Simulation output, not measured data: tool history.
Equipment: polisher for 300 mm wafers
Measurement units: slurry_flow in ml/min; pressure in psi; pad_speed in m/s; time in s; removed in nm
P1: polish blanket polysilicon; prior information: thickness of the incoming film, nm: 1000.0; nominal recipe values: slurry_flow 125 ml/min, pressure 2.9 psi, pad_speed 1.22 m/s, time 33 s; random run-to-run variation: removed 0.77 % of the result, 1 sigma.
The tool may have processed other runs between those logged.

run  hour  slurry_flow  pressure  pad_speed  time  wafers polished on this pad  hours since the slurry nozzle was cleaned  hours since the head pressure was calibrated  removed
  1   4.2          125       2.9       1.22    33                          708                                      104.3                                         626.5   398.19
  2   8.7          125       1.3       1.22    33                          750                                      108.8                                         631.0   181.13
  3  14.1          125       2.9       1.22    33                          799                                      114.2                                         636.4   403.93
  4  16.8          175       2.9       1.68    33                          824                                      116.9                                         639.1   581.16
  5  21.7           80       2.9       1.22    33                          869                                      121.8                                         644.0   357.27
  6  24.7          125       2.9       1.22    33                          897                                      124.8                                         647.0   394.62
  7  29.2          125       2.9       1.22    33                          938                                      129.3                                         651.5   402.97
  8  32.6          125       4.4       1.22    33                          969                                      132.7                                         654.9   609.95
  9  36.6          125       2.9       1.22    16                         1006                                      136.7                                         658.9   195.62
 10  39.6          125       2.9       1.88    33                         1034                                      139.7                                         661.9   617.95
 11  43.4          125       2.9       1.22    33                         1069                                      143.5                                         665.7   400.97
 12  48.3          125       2.9       0.54    33                         1114                                      148.4                                         670.6   178.10
 13  53.3          190       2.9       1.22    33                         1160                                      153.4                                         675.6   432.04
 14  56.1          125       2.9       1.22    52                         1185                                      156.2                                         678.4   627.37

What does the tool deliver on the next run?
 15  59.0          125       2.9       1.22    33                         1212                                      159.1                                         681.3        ?

{"run 15": {"removed": 399.44}}
